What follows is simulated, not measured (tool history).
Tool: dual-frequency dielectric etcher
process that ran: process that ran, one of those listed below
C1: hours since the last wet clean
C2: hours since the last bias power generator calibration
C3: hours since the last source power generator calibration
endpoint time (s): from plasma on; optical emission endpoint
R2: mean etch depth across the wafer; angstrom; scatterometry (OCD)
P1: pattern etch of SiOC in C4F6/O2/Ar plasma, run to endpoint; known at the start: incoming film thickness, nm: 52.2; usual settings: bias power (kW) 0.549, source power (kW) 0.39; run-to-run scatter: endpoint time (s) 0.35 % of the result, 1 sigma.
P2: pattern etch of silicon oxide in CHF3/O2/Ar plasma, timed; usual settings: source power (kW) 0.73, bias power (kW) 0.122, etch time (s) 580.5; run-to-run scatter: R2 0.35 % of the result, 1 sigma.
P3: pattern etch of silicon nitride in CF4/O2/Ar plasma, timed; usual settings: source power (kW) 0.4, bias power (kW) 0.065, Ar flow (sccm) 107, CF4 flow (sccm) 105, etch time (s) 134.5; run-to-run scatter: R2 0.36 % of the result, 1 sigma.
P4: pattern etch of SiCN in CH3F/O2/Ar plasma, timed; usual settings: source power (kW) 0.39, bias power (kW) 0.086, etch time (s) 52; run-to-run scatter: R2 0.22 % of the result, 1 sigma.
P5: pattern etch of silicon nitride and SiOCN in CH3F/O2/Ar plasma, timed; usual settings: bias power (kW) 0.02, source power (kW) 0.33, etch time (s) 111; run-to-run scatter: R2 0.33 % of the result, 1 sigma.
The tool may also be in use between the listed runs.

Run 1, hour 16.2: process that ran P1, bias power (kW) 0.549, source power (kW) 0.39; C1 403.4; C2 1233; C3 1032.3. Result: endpoint time (s) 17.246.
Run 2, hour 29.7: process that ran P3, bias power (kW) 0.048, source power (kW) 0.4, Ar flow (sccm) 107, CF4 flow (sccm) 105, etch time (s) 134.5; C1 416.9; C2 1246.5; C3 1045.8. Result: R2 2093 angstrom.
Run 3, hour 42.1: process that ran P1, bias power (kW) 0.549, source power (kW) 0.25; C1 429.3; C2 1258.9; C3 1058.2. Result: endpoint time (s) 20.391.
Run 4, hour 56.6: process that ran P1, bias power (kW) 0.549, source power (kW) 0.48; C1 443.8; C2 1273.4; C3 1072.7. Result: endpoint time (s) 16.058.
Run 5, hour 75.7: process that ran P1, bias power (kW) 0.549, source power (kW) 0.39; C1 462.9; C2 1292.5; C3 1091.8. Result: endpoint time (s) 17.503.
Run 6, hour 90.4: process that ran P4, bias power (kW) 0.086, source power (kW) 0.39, etch time (s) 35; C1 477.6; C2 1307.2; C3 1106.5. Result: R2 139.97 angstrom.
Run 7, hour 109.7: process that ran P2, bias power (kW) 0.122, source power (kW) 0.92, etch time (s) 580.5; C1 496.9; C2 1326.5; C3 1125.8. Result: R2 12068 angstrom.
Run 8, hour 123.2: process that ran P4, bias power (kW) 0.086, source power (kW) 0.25, etch time (s) 52; C1 510.4; C2 1340; C3 1139.3. Result: R2 175.68 angstrom.
Run 9, hour 134.4: process that ran P1, bias power (kW) 0.401, source power (kW) 0.29; C1 521.6; C2 1351.2; C3 1150.5. Result: endpoint time (s) 21.863.
Run 10, hour 143: process that ran P3, bias power (kW) 0.065, source power (kW) 0.4, Ar flow (sccm) 107, CF4 flow (sccm) 105, etch time (s) 96; C1 530.2; C2 1359.8; C3 1159.1. Result: R2 1671 angstrom.
Run 11, hour 160.6: process that ran P1, bias power (kW) 0.549, source power (kW) 0.39; C1 547.8; C2 1377.4; C3 1176.7. Result: endpoint time (s) 17.295.
Run 12, hour 176.5: process that ran P1, bias power (kW) 0.698, source power (kW) 0.39; C1 563.7; C2 1393.3; C3 1192.6. Result: endpoint time (s) 15.852.
Run 13, hour 185.4: process that ran P3, bias power (kW) 0.065, source power (kW) 0.4, Ar flow (sccm) 107, CF4 flow (sccm) 81, etch time (s) 134.5; C1 572.6; C2 1402.2; C3 1201.5. Result: R2 2268.3 angstrom.
Run 14, hour 197.8: process that ran P3, bias power (kW) 0.065, source power (kW) 0.4, Ar flow (sccm) 66, CF4 flow (sccm) 105, etch time (s) 134.5; C1 585; C2 1414.6; C3 1213.9. Result: R2 2456.6 angstrom.
Run 15, hour 208.4: process that ran P4, bias power (kW) 0.086, source power (kW) 0.39, etch time (s) 52; C1 595.6; C2 1425.2; C3 1224.5. Result: R2 206.95 angstrom.
Run 16, hour 218.7: process that ran P1, bias power (kW) 0.692, source power (kW) 0.5; C1 605.9; C2 1435.5; C3 1234.8. Result: endpoint time (s) 14.534.
Run 17, hour 230.1: process that ran P5, bias power (kW) 0.02, source power (kW) 0.26, etch time (s) 111; C1 617.3; C2 1446.9; C3 1246.2. Result: R2 122.68 angstrom.
Run 18, hour 246.2: process that ran P2, bias power (kW) 0.122, source power (kW) 0.73, etch time (s) 580.5; C1 633.4; C2 1463; C3 1262.3. Result: R2 10960 angstrom.
Run 19, hour 262.4: process that ran P5, bias power (kW) 0.02, source power (kW) 0.33, etch time (s) 147; C1 649.6; C2 1479.2; C3 1278.5. Result: R2 177.42 angstrom.
Run 20, hour 276.1: process that ran P4, bias power (kW) 0.058, source power (kW) 0.39, etch time (s) 52; C1 663.3; C2 1492.9; C3 1292.2. Result: R2 180.89 angstrom.
Run 21, hour 292.3: process that ran P3, bias power (kW) 0.065, source power (kW) 0.4, Ar flow (sccm) 107, CF4 flow (sccm) 105, etch time (s) 134.5; C1 679.5; C2 1509.1; C3 1308.4. Result: R2 2353.4 angstrom.
Run 22, hour 311.4: process that ran P1, bias power (kW) 0.396, source power (kW) 0.39; C1 698.6; C2 1528.2; C3 1327.5. Result: endpoint time (s) 19.501.
Run 23, hour 326.1: process that ran P4, bias power (kW) 0.086, source power (kW) 0.39, etch time (s) 52; C1 713.3; C2 1542.9; C3 1342.2. Result: R2 207.59 angstrom.
Run 24, hour 342.3: process that ran P1, bias power (kW) 0.549, source power (kW) 0.39; C1 729.5; C2 1559.1; C3 1358.4. Result: endpoint time (s) 17.338.
Run 25, hour 359: process that ran P1, bias power (kW) 0.549, source power (kW) 0.39; C1 746.2; C2 1575.8; C3 1375.1. Result: endpoint time (s) 17.453.
Run 26, hour 370: process that ran P2, bias power (kW) 0.122, source power (kW) 0.73, etch time (s) 434.5; C1 757.2; C2 1586.8; C3 1386.1. Result: R2 8181.3 angstrom.
Run 27, hour 383.9: process that ran P2, bias power (kW) 0.157, source power (kW) 0.73, etch time (s) 580.5; C1 771.1; C2 1600.7; C3 1400. Result: R2 11828 angstrom.
Run 28, hour 398.4: process that ran P3, bias power (kW) 0.065, source power (kW) 0.24, Ar flow (sccm) 107, CF4 flow (sccm) 105, etch time (s) 134.5; C1 785.6; C2 1615.2; C3 1414.5. Result: R2 1519.5 angstrom.
Run 29, hour 411.6: process that ran P5, bias power (kW) 0.025, source power (kW) 0.33, etch time (s) 111; C1 798.8; C2 1628.4; C3 1427.7. Result: R2 148.05 angstrom.
Run 30, hour 430: process that ran P1, bias power (kW) 0.658, source power (kW) 0.26; C1 817.2; C2 1646.8; C3 1446.1. Result: endpoint time (s) 18.633.
Run 31, hour 445.6: process that ran P5, bias power (kW) 0.02, source power (kW) 0.33, etch time (s) 111; C1 832.8; C2 1662.4; C3 1461.7. Result: R2 133.34 angstrom.
Run 32, hour 458.4: process that ran P2, bias power (kW) 0.122, source power (kW) 0.73, etch time (s) 580.5; C1 845.6; C2 1675.2; C3 1474.5. Result: R2 10883 angstrom.
Run 33, hour 468.8: process that ran P1, bias power (kW) 0.549, source power (kW) 0.39; C1 856; C2 1685.6; C3 1484.9. Result: endpoint time (s) 17.445.
Run 34, hour 478.4: process that ran P1, bias power (kW) 0.549, source power (kW) 0.39; C1 865.6; C2 1695.2; C3 1494.5. Result: endpoint time (s) 17.228.
Run 35, hour 491: process that ran P1, bias power (kW) 0.549, source power (kW) 0.39; C1 878.2; C2 1707.8; C3 1507.1. Result: endpoint time (s) 17.312.
Run 36, hour 508: process that ran P1, bias power (kW) 0.549, source power (kW) 0.39; C1 895.2; C2 1724.8; C3 1524.1. Result: endpoint time (s) 17.103.
Run 37, hour 527.3: process that ran P1, bias power (kW) 0.549, source power (kW) 0.39; C1 914.5; C2 1744.1; C3 1543.4. Result: endpoint time (s) 17.051.
Run 38, hour 539.3: process that ran P1, bias power (kW) 0.549, source power (kW) 0.39; C1 926.5; C2 1756.1; C3 1555.4. Result: endpoint time (s) 17.067.
Run 39, hour 558.2: process that ran P1, bias power (kW) 0.549, source power (kW) 0.39; C1 945.4; C2 1775; C3 1574.3. Result: endpoint time (s) 17.157.
At hour 561.5: wet clean of the chamber.
Run 40, hour 571.3: process that ran P1, bias power (kW) 0.549, source power (kW) 0.39; C1 9.8; C2 1788.1; C3 1587.4. Result: endpoint time (s) 17.028.
Run 41, hour 582.8: process that ran P1, bias power (kW) 0.549, source power (kW) 0.39; C1 21.3; C2 1799.6; C3 1598.9. Result: endpoint time (s) 16.997.
Run 42, hour 594.4: process that ran P1, bias power (kW) 0.549, source power (kW) 0.39; C1 32.9; C2 1811.2; C3 1610.5. Result: endpoint time (s) 17.158.
Run 43, hour 606.6: process that ran P1, bias power (kW) 0.549, source power (kW) 0.39; C1 45.1; C2 1823.4; C3 1622.7. Result: endpoint time (s) 17.086.
Run 44, hour 622.8: process that ran P1, bias power (kW) 0.549, source power (kW) 0.39; C1 61.3; C2 1839.6; C3 1638.9. Result: endpoint time (s) 17.057.

What P1 gives has crept away from where it was. These 2 causes fit the log equally well, each at the size given:
A: source power that arrives over what is set, % = 4.82
B: bias power that arrives over what is set, % = 4.66
The creep began at about hour 468.8.
Why every other cause is out:
chamber walls in a state that raises the etch rate, %: serviced at hour 561.5, which brought nothing back

4 check runs are offered, each on 2 wafers whose results are averaged, their results left as question marks. Which one tells the causes apart?
Run check 1, hour 639: process that ran P4, bias power (kW) 0.086, source power (kW) 0.39, etch time (s) 52. Result: R2 ?.
Run check 2, hour 639: process that ran P2, bias power (kW) 0.122, source power (kW) 0.73, etch time (s) 580.5. Result: R2 ?.
Run check 3, hour 639: process that ran P5, bias power (kW) 0.02, source power (kW) 0.33, etch time (s) 111. Result: R2 ?.
Run check 4, hour 639: process that ran P3, bias power (kW) 0.065, source power (kW) 0.4, Ar flow (sccm) 107, CF4 flow (sccm) 105, etch time (s) 134.5. Result: R2 ?.

What each check would give under each cause:
  check  result    if A    if B
check 1      R2  211.01  210.86
check 2      R2   11168   11116
check 3      R2  135.76  136.29
check 4      R2  2443.6  2389.4
How far apart the two closest causes lie, in the result that separates them most: check 1 0.07 %; check 2 0.46 %; check 3 0.39 %; check 4 2.24 %
Only check 4 tells the causes apart: in the others they would give nearly the same result.

Then check 4 was run and gave: R2 2375.3 angstrom. Which cause is it?

It is B: bias power that arrives over what is set, %.

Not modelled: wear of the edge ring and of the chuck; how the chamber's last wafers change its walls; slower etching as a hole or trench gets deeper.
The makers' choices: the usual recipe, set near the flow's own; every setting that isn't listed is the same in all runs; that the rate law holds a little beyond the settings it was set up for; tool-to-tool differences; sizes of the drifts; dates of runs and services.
